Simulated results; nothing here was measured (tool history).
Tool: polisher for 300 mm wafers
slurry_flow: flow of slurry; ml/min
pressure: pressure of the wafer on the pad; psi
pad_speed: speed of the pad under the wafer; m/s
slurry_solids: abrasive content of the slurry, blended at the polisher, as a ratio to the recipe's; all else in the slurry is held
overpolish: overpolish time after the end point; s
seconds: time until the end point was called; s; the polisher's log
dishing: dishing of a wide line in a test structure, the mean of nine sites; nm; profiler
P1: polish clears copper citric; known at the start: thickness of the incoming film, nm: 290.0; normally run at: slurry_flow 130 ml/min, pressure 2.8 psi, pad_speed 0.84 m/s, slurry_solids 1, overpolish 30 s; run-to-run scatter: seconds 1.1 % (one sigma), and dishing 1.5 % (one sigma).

run   hour  slurry_flow  pressure  pad_speed  slurry_solids  overpolish  wafers polished on this pad  hours since the slurry nozzle was cleaned  hours since the head pressure was calibrated  hours since the slurry blender was calibrated  seconds  dishing
  1   12.1          130       2.8       0.84              1          30                          407                                      181.5                                         300.2                                           94.2   167.48   34.869
  2   28.5          130       2.8       1.06           0.55          30                          476                                      197.9                                         316.6                                          110.6   147.16    38.76
  3   45.9          130       3.6       1.18              1          30                          549                                      215.3                                           334                                            128   92.772    58.72
  4   61.2          130       2.8       0.84              1          30                          613                                      230.6                                         349.3                                          143.3   164.21   35.204
  5   71.6           85       2.8       0.84              1          30                          657                                        241                                         359.7                                          153.7   180.34   32.757
  6   87.7          130       2.8       0.84              1          30                          724                                      257.1                                         375.8                                          169.8   162.84   34.811
  7  102.5          130       2.8       0.84              1          58                          787                                      271.9                                         390.6                                          184.6   167.82   60.736
  8  111.4          130       2.8       0.58              1          30                          824                                      280.8                                         399.5                                          193.5   235.27   24.722
     114.2  -- head pressure recalibrated
  9  129.6          130       4.1       0.84              1          30                          900                                        299                                          15.4                                          211.7   115.74   48.948
 10  147.7          130       2.8       0.84              1          16                          976                                      317.1                                          33.5                                          229.8   164.93    19.84
 11  160.3          130       2.8       0.84              1          30                         1029                                      329.7                                          46.1                                          242.4   166.73   34.532
 12  171.9          200       2.8       0.84              1          30                         1078                                      341.3                                          57.7                                            254   155.63   36.202
 13  190.6          130       2.8       1.14              1          30                         1156                                        360                                          76.4                                          272.7    121.9   45.608
 14  203.1          130       1.3       0.84              1          30                         1209                                      372.5                                          88.9                                          285.2   344.35    17.42
 15  219.6          130       2.8       0.84            1.5          30                         1278                                        389                                         105.4                                          301.7   148.88   37.472
 16  234.6          130       2.8       0.84            0.8          30                         1341                                        404                                         120.4                                          316.7   172.43   34.011
 17  251.5          130       2.8       0.84              1          30                         1412                                      420.9                                         137.3                                          333.6   166.99    34.95
 18  261.1          130       2.8       0.84              1          30                         1452                                      430.5                                         146.9                                          343.2   163.83   35.641
 19  269.3          130       2.8       0.84              1          30                         1487                                      438.7                                         155.1                                          351.4   162.68   34.402
 20  286.8          130       2.8       0.84              1          30                         1560                                      456.2                                         172.6                                          368.9   173.36   34.006
 21    297          130       2.8       0.84              1          30                         1603                                      466.4                                         182.8                                          379.1   176.14   34.374

The next listed run, before its measurement:
 22  305.7          130       2.8       0.84              1          30                         1639                                      475.1                                         191.5                                          387.8        ?        ?

{"run 22": {"seconds": 176.55, "dishing": 32.885}}
